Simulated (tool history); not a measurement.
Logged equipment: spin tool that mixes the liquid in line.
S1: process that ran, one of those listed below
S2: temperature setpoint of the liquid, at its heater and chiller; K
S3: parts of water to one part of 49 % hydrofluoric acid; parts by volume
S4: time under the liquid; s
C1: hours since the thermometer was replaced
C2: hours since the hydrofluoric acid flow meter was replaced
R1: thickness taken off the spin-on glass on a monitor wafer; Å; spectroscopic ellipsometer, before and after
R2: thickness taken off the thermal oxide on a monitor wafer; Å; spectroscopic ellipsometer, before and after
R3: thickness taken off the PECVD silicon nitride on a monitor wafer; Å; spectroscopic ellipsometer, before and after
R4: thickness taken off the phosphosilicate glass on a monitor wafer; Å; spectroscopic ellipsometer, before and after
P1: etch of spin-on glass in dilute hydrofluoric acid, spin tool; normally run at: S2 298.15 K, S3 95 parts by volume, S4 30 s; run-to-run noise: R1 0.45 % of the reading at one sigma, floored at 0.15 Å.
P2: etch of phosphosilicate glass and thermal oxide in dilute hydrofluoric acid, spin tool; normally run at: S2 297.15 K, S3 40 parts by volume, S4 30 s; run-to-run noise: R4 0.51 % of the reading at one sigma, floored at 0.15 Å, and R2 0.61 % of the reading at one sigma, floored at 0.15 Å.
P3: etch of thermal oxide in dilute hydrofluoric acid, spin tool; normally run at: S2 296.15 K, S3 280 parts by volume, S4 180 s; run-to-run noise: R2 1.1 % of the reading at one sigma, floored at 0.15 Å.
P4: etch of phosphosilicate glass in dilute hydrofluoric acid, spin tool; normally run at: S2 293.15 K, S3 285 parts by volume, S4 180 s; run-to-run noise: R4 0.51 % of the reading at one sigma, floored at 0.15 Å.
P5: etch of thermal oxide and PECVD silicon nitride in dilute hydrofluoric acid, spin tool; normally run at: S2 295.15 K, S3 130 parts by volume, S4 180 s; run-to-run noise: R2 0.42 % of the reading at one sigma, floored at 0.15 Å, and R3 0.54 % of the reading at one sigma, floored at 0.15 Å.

run 1 hour=3.5 | S1=P1 S2=298.15 S3=95 S4=30 | C1=1177.1 C2=1661.2 | R1=89.034
run 2 hour=7.4 | S1=P1 S2=298.15 S3=95 S4=30 | C1=1181 C2=1665.1 | R1=89.187
run 3 hour=13.1 | S1=P5 S2=295.15 S3=35 S4=180 | C1=1186.7 C2=1670.8 | R2=256.31 R3=251.17
run 4 hour=19.7 | S1=P2 S2=291.15 S3=40 S4=30 | C1=1193.3 C2=1677.4 | R2=29.275 R4=460.55
run 5 hour=25.9 | S1=P3 S2=296.15 S3=280 S4=45 | C1=1199.5 C2=1683.6 | R2=6.2484
run 6 hour=33.2 | S1=P1 S2=298.15 S3=95 S4=30 | C1=1206.8 C2=1690.9 | R1=90.428
run 7 hour=38 | S1=P2 S2=297.15 S3=40 S4=30 | C1=1211.6 C2=1695.7 | R2=37.759 R4=601
run 8 hour=44.5 | S1=P1 S2=298.15 S3=95 S4=30 | C1=1218.1 C2=1702.2 | R1=90.064
run 9 hour=49.3 | S1=P5 S2=301.65 S3=130 S4=180 | C1=1222.9 C2=1707 | R2=78.681 R3=105.12
run 10 hour=55.3 | S1=P2 S2=297.15 S3=40 S4=15 | C1=1228.9 C2=1713 | R2=18.977 R4=299.41
run 11 hour=61.3 | S1=P1 S2=298.15 S3=95 S4=60 | C1=1234.9 C2=1719 | R1=180.26
run 12 hour=67.9 | S1=P5 S2=295.15 S3=130 S4=180 | C1=1241.5 C2=1725.6 | R2=61.348 R3=69.574
run 13 hour=73.7 | S1=P1 S2=298.15 S3=95 S4=15 | C1=1247.3 C2=1731.4 | R1=44.807
run 14 hour=80.6 | S1=P4 S2=293.15 S3=80 S4=180 | C1=1254.2 C2=1738.3 | R4=1167.5
run 15 hour=87.5 | S1=P1 S2=298.15 S3=170 S4=30 | C1=1261.1 C2=1745.2 | R1=46.241
run 16 hour=94.5 | S1=P5 S2=295.15 S3=130 S4=80 | C1=1268.1 C2=1752.2 | R2=27.627 R3=31.134
run 17 hour=98.8 | S1=P2 S2=297.15 S3=60 S4=30 | C1=1272.4 C2=1756.5 | R2=24.509 R4=390.26
run 18 hour=102.8 | S1=P4 S2=293.15 S3=285 S4=275 | C1=1276.4 C2=1760.5 | R4=411.12
run 19 hour=109.8 | S1=P1 S2=294.65 S3=95 S4=15 | C1=1283.4 C2=1767.5 | R1=38.808
run 20 hour=113.8 | S1=P2 S2=297.15 S3=40 S4=30 | C1=1287.4 C2=1771.5 | R2=37.279 R4=602.75
run 21 hour=120.1 | S1=P3 S2=290.15 S3=280 S4=180 | C1=1293.7 C2=1777.8 | R2=19.772
run 22 hour=126.2 | S1=P4 S2=290.15 S3=285 S4=180 | C1=1299.8 C2=1783.9 | R4=239.58
run 23 hour=129.6 | S1=P1 S2=294.15 S3=95 S4=50 | C1=1303.2 C2=1787.3 | R1=126.55
run 24 hour=136.4 | S1=P3 S2=296.15 S3=280 S4=180 | C1=1310 C2=1794.1 | R2=24.722
run 25 hour=143.5 | S1=P5 S2=295.15 S3=130 S4=180 | C1=1317.1 C2=1801.2 | R2=61.56 R3=69.502
run 26 hour=149.2 | S1=P4 S2=293.15 S3=285 S4=180 | C1=1322.8 C2=1806.9 | R4=268.13
run 27 hour=156 | S1=P3 S2=296.15 S3=165 S4=180 | C1=1329.6 C2=1813.7 | R2=47.429
run 28 hour=160.1 | S1=P1 S2=298.15 S3=20 S4=30 | C1=1333.7 C2=1817.8 | R1=474.96
run 29 hour=166.9 | S1=P3 S2=296.15 S3=280 S4=180 | C1=1340.5 C2=1824.6 | R2=25.116
run 30 hour=174.1 | S1=P1 S2=303.15 S3=95 S4=30 | C1=1347.7 C2=1831.8 | R1=108.73
run 31 hour=177.7 | S1=P1 S2=291.65 S3=95 S4=30 | C1=1351.3 C2=1835.4 | R1=68.681
run 32 hour=183 | S1=P1 S2=298.15 S3=95 S4=30 | C1=1356.6 C2=1840.7 | R1=88.793
run 33 hour=186.9 | S1=P1 S2=298.15 S3=95 S4=30 | C1=1360.5 C2=1844.6 | R1=87.493
run 34 hour=190.6 | S1=P1 S2=298.15 S3=95 S4=30 | C1=1364.2 C2=1848.3 | R1=85.784
run 35 hour=195.3 | S1=P1 S2=298.15 S3=95 S4=30 | C1=1368.9 C2=1853 | R1=84.554
run 36 hour=200.5 | S1=P1 S2=298.15 S3=95 S4=30 | C1=1374.1 C2=1858.2 | R1=83.102
run 37 hour=205.4 | S1=P1 S2=298.15 S3=95 S4=30 | C1=1379 C2=1863.1 | R1=82.823
run 38 hour=212.3 | S1=P1 S2=298.15 S3=95 S4=30 | C1=1385.9 C2=1870 | R1=82.556
run 39 hour=217.4 | S1=P1 S2=298.15 S3=95 S4=30 | C1=1391 C2=1875.1 | R1=82.097
run 40 hour=222.3 | S1=P1 S2=298.15 S3=95 S4=30 | C1=1395.9 C2=1880 | R1=82.259

What P1 gives has crept off from where it sat before. The 2 causes that follow fit the log equally well, each at the size noted:
A: hydrofluoric acid flow below the setpoint (%) = 7.61
B: liquid colder than its thermometer reads (K) = 2.24
The drift started at roughly hour 183.

Of the 4 check runs listed below, each run on one wafer and each result written as a question mark, which would let you distinguish the listed causes because they would give clearly different results?
run check 1 hour=227.2 | S1=P5 S2=298.65 S3=90 S4=180 | R2=? R3=?
run check 2 hour=227.2 | S1=P3 S2=290.15 S3=280 S4=180 | R2=?
run check 3 hour=227.2 | S1=P4 S2=293.15 S3=85 S4=265 | R4=?
run check 4 hour=227.2 | S1=P2 S2=297.15 S3=40 S4=15 | R2=? R4=?

How each check would come out, cause by cause:
check=check_1 result=R2 if_A=98.468 if_B=98.423
check=check_1 result=R3 if_A=116.41 if_B=108.6
check=check_2 result=R2 if_A=17.817 if_B=18.027
check=check_3 result=R4 if_A=1483.3 if_B=1473.3
check=check_4 result=R2 if_A=17.407 if_B=17.229
check=check_4 result=R4 if_A=275.1 if_B=272.28
Minimum pairwise separation of causes per check, each pair taken at its best-separating result: check 1 6.94 %; check 2 1.17 %; check 3 0.67 %; check 4 1.03 %
Check 1 tells the causes apart: in the others they would give nearly the same result.

With check 1 done, the readings were: R2 98.993 Å; R3 116.46 Å. Identify which of the listed causes applies.

The cause is A: hydrofluoric acid flow below the setpoint (%).
